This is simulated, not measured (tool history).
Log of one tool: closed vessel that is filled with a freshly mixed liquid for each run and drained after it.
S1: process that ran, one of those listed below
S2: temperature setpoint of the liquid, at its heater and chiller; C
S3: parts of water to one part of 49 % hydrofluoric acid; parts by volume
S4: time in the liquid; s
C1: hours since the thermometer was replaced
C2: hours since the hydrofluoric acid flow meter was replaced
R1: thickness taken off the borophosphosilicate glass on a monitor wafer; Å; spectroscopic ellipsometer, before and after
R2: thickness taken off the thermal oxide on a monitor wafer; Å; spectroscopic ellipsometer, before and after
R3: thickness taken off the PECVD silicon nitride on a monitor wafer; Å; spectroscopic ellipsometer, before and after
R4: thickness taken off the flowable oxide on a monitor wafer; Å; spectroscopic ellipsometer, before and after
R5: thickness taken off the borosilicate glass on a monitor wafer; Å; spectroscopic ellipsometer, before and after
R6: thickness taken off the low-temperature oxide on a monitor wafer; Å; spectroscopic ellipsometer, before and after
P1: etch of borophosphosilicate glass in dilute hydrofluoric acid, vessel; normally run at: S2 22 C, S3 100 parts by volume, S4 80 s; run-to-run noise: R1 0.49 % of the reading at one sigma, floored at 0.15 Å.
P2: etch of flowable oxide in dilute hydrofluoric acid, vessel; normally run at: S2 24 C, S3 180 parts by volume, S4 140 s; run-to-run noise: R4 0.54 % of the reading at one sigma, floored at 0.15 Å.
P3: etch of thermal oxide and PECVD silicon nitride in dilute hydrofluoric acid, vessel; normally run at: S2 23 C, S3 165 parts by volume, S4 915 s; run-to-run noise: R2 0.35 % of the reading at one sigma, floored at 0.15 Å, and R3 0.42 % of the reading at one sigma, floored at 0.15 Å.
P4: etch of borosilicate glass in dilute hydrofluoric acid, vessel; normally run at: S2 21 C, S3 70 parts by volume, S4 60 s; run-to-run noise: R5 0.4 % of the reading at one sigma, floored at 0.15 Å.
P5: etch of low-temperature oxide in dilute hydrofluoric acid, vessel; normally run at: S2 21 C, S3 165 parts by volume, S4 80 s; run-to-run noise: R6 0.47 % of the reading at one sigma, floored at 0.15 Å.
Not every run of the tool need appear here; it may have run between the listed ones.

{"run": 1, "hour": 15.8, "S1": "P1", "S2": 22, "S3": 100, "S4": 80, "C1": 1814, "C2": 557.8, "R1": 296.42}
{"run": 2, "hour": 30.7, "S1": "P3", "S2": 23, "S3": 165, "S4": 915, "C1": 1828.9, "C2": 572.7, "R2": 232.76, "R3": 297.42}
{"run": 3, "hour": 46.6, "S1": "P1", "S2": 22, "S3": 100, "S4": 80, "C1": 1844.8, "C2": 588.6, "R1": 297.36}
{"run": 4, "hour": 57.6, "S1": "P2", "S2": 24, "S3": 180, "S4": 265, "C1": 1855.8, "C2": 599.6, "R4": 745.46}
{"run": 5, "hour": 72.0, "S1": "P2", "S2": 29, "S3": 180, "S4": 140, "C1": 1870.2, "C2": 614, "R4": 472.15}
{"run": 6, "hour": 86.7, "S1": "P1", "S2": 22, "S3": 50, "S4": 80, "C1": 1884.9, "C2": 628.7, "R1": 633.09}
{"run": 7, "hour": 101.8, "S1": "P1", "S2": 22, "S3": 100, "S4": 30, "C1": 1900, "C2": 643.8, "R1": 112.51}
{"run": 8, "hour": 110.0, "S1": "P4", "S2": 28.5, "S3": 70, "S4": 60, "C1": 1908.2, "C2": 652, "R5": 393.79}
{"run": 9, "hour": 118.1, "S1": "P3", "S2": 23, "S3": 50, "S4": 915, "C1": 1916.3, "C2": 660.1, "R2": 877.34, "R3": 955.01}
{"run": 10, "hour": 129.1, "S1": "P3", "S2": 27, "S3": 165, "S4": 915, "C1": 1927.3, "C2": 671.1, "R2": 269.26, "R3": 382.2}
{"run": 11, "hour": 136.9, "S1": "P5", "S2": 17, "S3": 165, "S4": 80, "C1": 1935.1, "C2": 678.9, "R6": 125.47}
{"run": 12, "hour": 150.9, "S1": "P5", "S2": 21, "S3": 165, "S4": 80, "C1": 1949.1, "C2": 692.9, "R6": 148.2}
{"run": 13, "hour": 163.3, "S1": "P1", "S2": 22, "S3": 100, "S4": 80, "C1": 1961.5, "C2": 705.3, "R1": 298.65}
{"run": 14, "hour": 173.7, "S1": "P4", "S2": 21, "S3": 70, "S4": 60, "C1": 1971.9, "C2": 715.7, "R5": 289.32}
{"run": 15, "hour": 190.0, "S1": "P5", "S2": 21, "S3": 165, "S4": 155, "C1": 1988.2, "C2": 732, "R6": 283.9}
{"run": 16, "hour": 203.5, "S1": "P1", "S2": 22, "S3": 100, "S4": 80, "C1": 2001.7, "C2": 745.5, "R1": 297.4}
{"run": 17, "hour": 217.4, "S1": "P4", "S2": 21, "S3": 70, "S4": 110, "C1": 2015.6, "C2": 759.4, "R5": 530.77}
{"run": 18, "hour": 232.9, "S1": "P2", "S2": 24, "S3": 180, "S4": 140, "C1": 2031.1, "C2": 774.9, "R4": 392.74}
{"run": 19, "hour": 240.6, "S1": "P5", "S2": 21, "S3": 165, "S4": 80, "C1": 2038.8, "C2": 782.6, "R6": 148.35}
{"run": 20, "hour": 250.2, "S1": "P1", "S2": 22, "S3": 140, "S4": 80, "C1": 2048.4, "C2": 792.2, "R1": 203.48}
{"run": 21, "hour": 264.9, "S1": "P3", "S2": 23, "S3": 165, "S4": 1655, "C1": 2063.1, "C2": 806.9, "R2": 419.72, "R3": 539.17}
{"run": 22, "hour": 276.0, "S1": "P3", "S2": 23, "S3": 165, "S4": 915, "C1": 2074.2, "C2": 818, "R2": 230.52, "R3": 296.13}
{"run": 23, "hour": 290.0, "S1": "P1", "S2": 17, "S3": 100, "S4": 80, "C1": 2088.2, "C2": 832, "R1": 242.18}
{"run": 24, "hour": 303.1, "S1": "P1", "S2": 19, "S3": 100, "S4": 150, "C1": 2101.3, "C2": 845.1, "R1": 491.3}
{"run": 25, "hour": 315.2, "S1": "P1", "S2": 26, "S3": 100, "S4": 80, "C1": 2113.4, "C2": 857.2, "R1": 350.96}
{"run": 26, "hour": 325.9, "S1": "P4", "S2": 21, "S3": 70, "S4": 60, "C1": 2124.1, "C2": 867.9, "R5": 290.85}
{"run": 27, "hour": 333.6, "S1": "P4", "S2": 21, "S3": 35, "S4": 60, "C1": 2131.8, "C2": 875.6, "R5": 602.25}
{"run": 28, "hour": 348.9, "S1": "P1", "S2": 22, "S3": 35, "S4": 35, "C1": 2147.1, "C2": 890.9, "R1": 403.8}
{"run": 29, "hour": 360.8, "S1": "P5", "S2": 21, "S3": 65, "S4": 80, "C1": 2159, "C2": 902.8, "R6": 422.51}
{"run": 30, "hour": 368.6, "S1": "P2", "S2": 24, "S3": 55, "S4": 140, "C1": 2166.8, "C2": 910.6, "R4": 1480.6}
{"run": 31, "hour": 378.5, "S1": "P1", "S2": 22, "S3": 100, "S4": 80, "C1": 2176.7, "C2": 920.5, "R1": 298.41}
{"run": 32, "hour": 392.1, "S1": "P1", "S2": 22, "S3": 100, "S4": 80, "C1": 2190.3, "C2": 934.1, "R1": 300.38}
{"run": 33, "hour": 405.2, "S1": "P1", "S2": 22, "S3": 100, "S4": 130, "C1": 2203.4, "C2": 947.2, "R1": 482.27}
{"run": 34, "hour": 415.7, "S1": "P1", "S2": 22, "S3": 100, "S4": 80, "C1": 2213.9, "C2": 957.7, "R1": 296.96}
{"run": 35, "hour": 429.5, "S1": "P1", "S2": 22, "S3": 100, "S4": 80, "C1": 2227.7, "C2": 971.5, "R1": 311.39}
{"run": 36, "hour": 441.4, "S1": "P1", "S2": 22, "S3": 100, "S4": 80, "C1": 2239.6, "C2": 983.4, "R1": 321.03}
{"run": 37, "hour": 451.2, "S1": "P1", "S2": 22, "S3": 100, "S4": 80, "C1": 2249.4, "C2": 993.2, "R1": 318.78}
{"run": 38, "hour": 463.7, "S1": "P1", "S2": 22, "S3": 100, "S4": 80, "C1": 2261.9, "C2": 1005.7, "R1": 323.8}
{"run": 39, "hour": 470.8, "S1": "P1", "S2": 22, "S3": 100, "S4": 80, "C1": 2269, "C2": 1012.8, "R1": 325.13}
{"run": 40, "hour": 485.0, "S1": "P1", "S2": 22, "S3": 100, "S4": 80, "C1": 2283.2, "C2": 1027, "R1": 323.17}
{"run": 41, "hour": 494.9, "S1": "P1", "S2": 22, "S3": 100, "S4": 80, "C1": 2293.1, "C2": 1036.9, "R1": 326.88}
{"run": 42, "hour": 509.1, "S1": "P1", "S2": 22, "S3": 100, "S4": 80, "C1": 2307.3, "C2": 1051.1, "R1": 327.27}

The output of P1 has drifted from where it used to be. Each of the 2 causes below, taken at the size shown beside it, accounts for the log equally well:
A: liquid hotter than its thermometer reads (K) = 2.3
B: hydrofluoric acid flow above the setpoint (%) = 8.57
At approximately hour 415.7, the process output began to creep.

Of the 4 check runs listed below, each run on one wafer and each result written as a question mark, which would let you distinguish the listed causes because they would give clearly different results?
{"run": "check 1", "hour": 523.3, "S1": "P3", "S2": 26, "S3": 65, "S4": 915, "R2": "?", "R3": "?"}
{"run": "check 2", "hour": 523.3, "S1": "P5", "S2": 17, "S3": 165, "S4": 80, "R6": "?"}
{"run": "check 3", "hour": 523.3, "S1": "P2", "S2": 28, "S3": 65, "S4": 140, "R4": "?"}
{"run": "check 4", "hour": 523.3, "S1": "P4", "S2": 26.5, "S3": 70, "S4": 60, "R5": "?"}

What each check would give under each cause:
check=check_1 result=R2 if_A=817.18 if_B=815.63
check=check_1 result=R3 if_A=1057.6 if_B=986.85
check=check_2 result=R6 if_A=137.69 if_B=138
check=check_3 result=R4 if_A=1600.6 if_B=1600.5
check=check_4 result=R5 if_A=397.15 if_B=396.96
How far apart the two closest causes lie, in the result that separates them most: check 1 6.92 %; check 2 0.23 %; check 3 0 %; check 4 0.05 %
Check 1 tells the causes apart: in the others they would give nearly the same result.

The results of check 1 are: R2 816.63 Å; R3 994.53 Å. Based on these, which of the listed causes is it?

It is B: hydrofluoric acid flow above the setpoint (%).

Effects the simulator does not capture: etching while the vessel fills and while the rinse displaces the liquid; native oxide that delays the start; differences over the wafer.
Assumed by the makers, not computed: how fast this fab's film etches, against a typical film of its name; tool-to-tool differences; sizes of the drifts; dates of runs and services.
